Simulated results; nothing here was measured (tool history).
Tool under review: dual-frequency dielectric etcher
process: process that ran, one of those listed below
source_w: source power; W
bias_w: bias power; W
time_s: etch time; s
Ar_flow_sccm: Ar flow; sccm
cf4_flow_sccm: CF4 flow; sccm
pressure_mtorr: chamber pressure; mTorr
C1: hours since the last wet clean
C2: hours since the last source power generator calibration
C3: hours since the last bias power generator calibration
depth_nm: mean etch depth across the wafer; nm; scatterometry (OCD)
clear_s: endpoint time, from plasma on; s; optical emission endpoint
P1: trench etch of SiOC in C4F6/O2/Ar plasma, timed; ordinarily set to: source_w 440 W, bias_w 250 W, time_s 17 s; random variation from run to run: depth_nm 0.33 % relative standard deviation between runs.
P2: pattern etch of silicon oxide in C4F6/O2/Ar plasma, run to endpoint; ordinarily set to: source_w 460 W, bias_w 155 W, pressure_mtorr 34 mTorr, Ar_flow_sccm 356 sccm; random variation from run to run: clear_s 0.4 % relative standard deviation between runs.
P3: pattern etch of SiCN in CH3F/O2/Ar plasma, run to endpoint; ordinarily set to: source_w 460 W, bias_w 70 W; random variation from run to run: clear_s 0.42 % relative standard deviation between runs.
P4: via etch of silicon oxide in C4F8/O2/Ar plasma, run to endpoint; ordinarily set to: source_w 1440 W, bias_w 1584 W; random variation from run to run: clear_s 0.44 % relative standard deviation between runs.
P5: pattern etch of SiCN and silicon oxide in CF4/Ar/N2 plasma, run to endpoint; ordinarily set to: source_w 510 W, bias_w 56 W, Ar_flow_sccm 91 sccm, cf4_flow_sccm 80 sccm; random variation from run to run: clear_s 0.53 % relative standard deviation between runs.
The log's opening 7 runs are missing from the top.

run 8 hour=74.1 | process=P5 source_w=510 bias_w=56 Ar_flow_sccm=91 cf4_flow_sccm=80 | C1=396.5 C2=2326.8 C3=916.9 | clear_s=19.408
run 9 hour=84.9 | process=P2 source_w=460 bias_w=95 Ar_flow_sccm=356 pressure_mtorr=34 | C1=407.3 C2=2337.6 C3=927.7 | clear_s=9.4838
run 10 hour=94 | process=P4 source_w=1440 bias_w=2207 | C1=416.4 C2=2346.7 C3=936.8 | clear_s=432.38
run 11 hour=101.1 | process=P2 source_w=460 bias_w=155 Ar_flow_sccm=356 pressure_mtorr=34 | C1=423.5 C2=2353.8 C3=943.9 | clear_s=8.2773
run 12 hour=111.7 | process=P1 source_w=440 bias_w=250 time_s=17 | C1=434.1 C2=2364.4 C3=954.5 | depth_nm=41.66
run 13 hour=119.6 | process=P4 source_w=1440 bias_w=1584 | C1=442 C2=2372.3 C3=962.4 | clear_s=472.42
run 14 hour=125.9 | process=P2 source_w=290 bias_w=155 Ar_flow_sccm=356 pressure_mtorr=34 | C1=448.3 C2=2378.6 C3=968.7 | clear_s=9.8843
run 15 hour=134.8 | process=P1 source_w=440 bias_w=250 time_s=17 | C1=457.2 C2=2387.5 C3=977.6 | depth_nm=41.49
run 16 hour=143.8 | process=P1 source_w=440 bias_w=250 time_s=21 | C1=466.2 C2=2396.5 C3=986.6 | depth_nm=51.466
run 17 hour=152.5 | process=P5 source_w=510 bias_w=56 Ar_flow_sccm=62 cf4_flow_sccm=80 | C1=474.9 C2=2405.2 C3=995.3 | clear_s=18.295
run 18 hour=163.3 | process=P5 source_w=510 bias_w=73 Ar_flow_sccm=91 cf4_flow_sccm=80 | C1=485.7 C2=2416 C3=1006.1 | clear_s=17.709
run 19 hour=172.6 | process=P1 source_w=370 bias_w=250 time_s=13 | C1=495 C2=2425.3 C3=1015.4 | depth_nm=29.664
run 20 hour=179.4 | process=P5 source_w=510 bias_w=56 Ar_flow_sccm=91 cf4_flow_sccm=53 | C1=501.8 C2=2432.1 C3=1022.2 | clear_s=20.622
run 21 hour=186.7 | process=P1 source_w=440 bias_w=250 time_s=17 | C1=509.1 C2=2439.4 C3=1029.5 | depth_nm=41.555
run 22 hour=195.2 | process=P2 source_w=460 bias_w=155 Ar_flow_sccm=356 pressure_mtorr=48 | C1=517.6 C2=2447.9 C3=1038 | clear_s=8.5777
run 23 hour=203.8 | process=P1 source_w=520 bias_w=250 time_s=17 | C1=526.2 C2=2456.5 C3=1046.6 | depth_nm=44.534
run 24 hour=211.9 | process=P1 source_w=350 bias_w=250 time_s=17 | C1=534.3 C2=2464.6 C3=1054.7 | depth_nm=37.903
run 25 hour=219.1 | process=P1 source_w=440 bias_w=172 time_s=17 | C1=541.5 C2=2471.8 C3=1061.9 | depth_nm=36.627
run 26 hour=226.7 | process=P2 source_w=460 bias_w=155 Ar_flow_sccm=285 pressure_mtorr=34 | C1=549.1 C2=2479.4 C3=1069.5 | clear_s=8.0274
run 27 hour=233.9 | process=P1 source_w=440 bias_w=250 time_s=17 | C1=556.3 C2=2486.6 C3=1076.7 | depth_nm=41.527
run 28 hour=243 | process=P3 source_w=630 bias_w=70 | C1=565.4 C2=2495.7 C3=1085.8 | clear_s=18.892
run 29 hour=253.5 | process=P3 source_w=460 bias_w=85 | C1=575.9 C2=2506.2 C3=1096.3 | clear_s=19.815

Estimate the outcome of run 30 from the log above:
run 30 hour=261.7 | process=P1 source_w=440 bias_w=250 time_s=17 | C1=584.1 C2=2514.4 C3=1104.5 | depth_nm=?

{"run 30": {"depth_nm": 41.6}}
